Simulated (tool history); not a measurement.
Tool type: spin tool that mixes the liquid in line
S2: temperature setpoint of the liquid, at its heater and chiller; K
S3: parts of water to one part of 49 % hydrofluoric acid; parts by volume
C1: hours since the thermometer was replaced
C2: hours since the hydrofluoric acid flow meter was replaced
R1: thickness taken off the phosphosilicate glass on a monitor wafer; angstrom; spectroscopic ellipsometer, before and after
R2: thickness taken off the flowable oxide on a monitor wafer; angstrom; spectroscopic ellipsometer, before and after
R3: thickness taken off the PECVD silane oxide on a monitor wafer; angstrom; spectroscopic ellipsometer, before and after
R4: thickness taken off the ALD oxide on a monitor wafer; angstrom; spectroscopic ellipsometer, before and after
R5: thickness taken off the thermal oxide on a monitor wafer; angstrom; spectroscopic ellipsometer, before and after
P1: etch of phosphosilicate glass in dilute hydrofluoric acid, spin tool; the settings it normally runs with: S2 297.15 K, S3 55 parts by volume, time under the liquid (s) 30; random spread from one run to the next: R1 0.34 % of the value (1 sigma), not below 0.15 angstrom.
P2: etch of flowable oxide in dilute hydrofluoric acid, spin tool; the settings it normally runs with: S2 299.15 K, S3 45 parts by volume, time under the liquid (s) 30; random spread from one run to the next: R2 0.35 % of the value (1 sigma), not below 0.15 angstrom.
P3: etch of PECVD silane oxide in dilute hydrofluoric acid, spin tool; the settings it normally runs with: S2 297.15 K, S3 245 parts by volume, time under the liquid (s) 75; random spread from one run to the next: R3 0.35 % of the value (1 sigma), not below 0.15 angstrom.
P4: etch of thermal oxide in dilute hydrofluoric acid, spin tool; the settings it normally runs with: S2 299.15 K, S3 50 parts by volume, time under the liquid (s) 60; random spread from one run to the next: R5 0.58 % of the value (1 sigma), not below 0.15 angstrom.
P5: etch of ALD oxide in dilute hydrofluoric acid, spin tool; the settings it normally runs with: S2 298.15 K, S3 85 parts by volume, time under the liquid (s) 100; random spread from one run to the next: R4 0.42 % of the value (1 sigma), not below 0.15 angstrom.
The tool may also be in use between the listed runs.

Run 1, day 0.550: process that ran P1, S2 297.15 K, S3 55 parts by volume, time under the liquid (s) 30; C1 980.8; C2 813.6. Result: R1 844.84 angstrom.
Run 2, day 1.246: process that ran P2, S2 299.15 K, S3 45 parts by volume, time under the liquid (s) 30; C1 997.5; C2 830.3. Result: R2 494.02 angstrom.
Run 3, day 1.579: process that ran P1, S2 297.15 K, S3 55 parts by volume, time under the liquid (s) 60; C1 1005.5; C2 838.3. Result: R1 1714.50 angstrom.
Run 4, day 2.067: process that ran P1, S2 297.15 K, S3 55 parts by volume, time under the liquid (s) 30; C1 1017.2; C2 850.0. Result: R1 854.27 angstrom.
At day 2.371: thermometer replaced.
Run 5, day 2.392: process that ran P1, S2 290.15 K, S3 55 parts by volume, time under the liquid (s) 30; C1 0.6; C2 857.8. Result: R1 637.14 angstrom.
Run 6, day 3.033: process that ran P3, S2 297.15 K, S3 245 parts by volume, time under the liquid (s) 130; C1 16.0; C2 873.2. Result: R3 110.120 angstrom.
Run 7, day 3.712: process that ran P1, S2 297.15 K, S3 55 parts by volume, time under the liquid (s) 30; C1 32.3; C2 889.5. Result: R1 852.98 angstrom.
Run 8, day 4.421: process that ran P5, S2 298.15 K, S3 150 parts by volume, time under the liquid (s) 100; C1 49.3; C2 906.5. Result: R4 122.14 angstrom.
Run 9, day 4.900: process that ran P1, S2 293.65 K, S3 105 parts by volume, time under the liquid (s) 30; C1 60.8; C2 918.0. Result: R1 364.58 angstrom.
Run 10, day 5.358: process that ran P2, S2 305.65 K, S3 45 parts by volume, time under the liquid (s) 30; C1 71.8; C2 929.0. Result: R2 639.91 angstrom.
Run 11, day 5.992: process that ran P3, S2 297.15 K, S3 245 parts by volume, time under the liquid (s) 75; C1 87.0; C2 944.2. Result: R3 63.498 angstrom.
Run 12, day 6.512: process that ran P5, S2 292.65 K, S3 85 parts by volume, time under the liquid (s) 100; C1 99.5; C2 956.7. Result: R4 185.04 angstrom.
Run 13, day 7.067: process that ran P4, S2 299.15 K, S3 50 parts by volume, time under the liquid (s) 60; C1 112.8; C2 970.0. Result: R5 64.113 angstrom.
Run 14, day 7.654: process that ran P4, S2 299.15 K, S3 50 parts by volume, time under the liquid (s) 60; C1 126.9; C2 984.1. Result: R5 63.374 angstrom.
Run 15, day 8.033: process that ran P1, S2 297.15 K, S3 55 parts by volume, time under the liquid (s) 15; C1 136.0; C2 993.2. Result: R1 428.77 angstrom.
Run 16, day 8.733: process that ran P2, S2 299.15 K, S3 80 parts by volume, time under the liquid (s) 30; C1 152.8; C2 1010.0. Result: R2 266.15 angstrom.
Run 17, day 9.429: process that ran P4, S2 299.15 K, S3 70 parts by volume, time under the liquid (s) 60; C1 169.5; C2 1026.7. Result: R5 44.561 angstrom.
Run 18, day 10.058: process that ran P3, S2 297.15 K, S3 60 parts by volume, time under the liquid (s) 75; C1 184.6; C2 1041.8. Result: R3 322.260 angstrom.
Run 19, day 10.708: process that ran P1, S2 297.15 K, S3 100 parts by volume, time under the liquid (s) 30; C1 200.2; C2 1057.4. Result: R1 442.91 angstrom.
Run 20, day 11.304: process that ran P1, S2 297.15 K, S3 55 parts by volume, time under the liquid (s) 30; C1 214.5; C2 1071.7. Result: R1 854.00 angstrom.
Run 21, day 11.888: process that ran P4, S2 299.15 K, S3 50 parts by volume, time under the liquid (s) 85; C1 228.5; C2 1085.7. Result: R5 90.584 angstrom.
Run 22, day 12.308: process that ran P2, S2 299.15 K, S3 45 parts by volume, time under the liquid (s) 55; C1 238.6; C2 1095.8. Result: R2 900.99 angstrom.
Run 23, day 12.871: process that ran P5, S2 298.15 K, S3 85 parts by volume, time under the liquid (s) 100; C1 252.1; C2 1109.3. Result: R4 233.23 angstrom.
Run 24, day 13.358: process that ran P1, S2 297.15 K, S3 55 parts by volume, time under the liquid (s) 30; C1 263.8; C2 1121.0. Result: R1 855.00 angstrom.
Run 25, day 14.046: process that ran P1, S2 297.15 K, S3 55 parts by volume, time under the liquid (s) 30; C1 280.3; C2 1137.5. Result: R1 854.02 angstrom.
Run 26, day 14.521: process that ran P5, S2 298.15 K, S3 85 parts by volume, time under the liquid (s) 55; C1 291.7; C2 1148.9. Result: R4 129.29 angstrom.
Run 27, day 14.996: process that ran P3, S2 305.65 K, S3 245 parts by volume, time under the liquid (s) 75; C1 303.1; C2 1160.3. Result: R3 84.853 angstrom.
Run 28, day 15.329: process that ran P1, S2 297.15 K, S3 55 parts by volume, time under the liquid (s) 30; C1 311.1; C2 1168.3. Result: R1 857.81 angstrom.
Run 29, day 15.933: process that ran P4, S2 291.65 K, S3 50 parts by volume, time under the liquid (s) 60; C1 325.6; C2 1182.8. Result: R5 46.765 angstrom.
Run 30, day 16.429: process that ran P1, S2 301.65 K, S3 55 parts by volume, time under the liquid (s) 30; C1 337.5; C2 1194.7. Result: R1 1021.00 angstrom.
Run 31, day 16.783: process that ran P1, S2 297.15 K, S3 25 parts by volume, time under the liquid (s) 30; C1 346.0; C2 1203.2. Result: R1 1951.20 angstrom.
Run 32, day 17.454: process that ran P5, S2 298.15 K, S3 85 parts by volume, time under the liquid (s) 100; C1 362.1; C2 1219.3. Result: R4 232.61 angstrom.
Run 33, day 17.775: process that ran P1, S2 302.65 K, S3 100 parts by volume, time under the liquid (s) 30; C1 369.8; C2 1227.0. Result: R1 548.24 angstrom.
Run 34, day 18.221: process that ran P1, S2 297.15 K, S3 85 parts by volume, time under the liquid (s) 50; C1 380.5; C2 1237.7. Result: R1 885.95 angstrom.
Run 35, day 18.921: process that ran P1, S2 297.15 K, S3 55 parts by volume, time under the liquid (s) 30; C1 397.3; C2 1254.5. Result: R1 853.37 angstrom.
Run 36, day 19.612: process that ran P1, S2 297.15 K, S3 55 parts by volume, time under the liquid (s) 30; C1 413.9; C2 1271.1. Result: R1 885.69 angstrom.
Run 37, day 20.204: process that ran P1, S2 297.15 K, S3 55 parts by volume, time under the liquid (s) 30; C1 428.1; C2 1285.3. Result: R1 898.07 angstrom.
Run 38, day 20.533: process that ran P1, S2 297.15 K, S3 55 parts by volume, time under the liquid (s) 30; C1 436.0; C2 1293.2. Result: R1 905.46 angstrom.
Run 39, day 21.188: process that ran P1, S2 297.15 K, S3 55 parts by volume, time under the liquid (s) 30; C1 451.7; C2 1308.9. Result: R1 915.05 angstrom.

Run 40 is up next; what results do you expect?
Run 40, day 21.583: process that ran P1, S2 297.15 K, S3 55 parts by volume, time under the liquid (s) 30; C1 461.2; C2 1318.4. Result: R1 ?.

R1: 914.25 angstrom
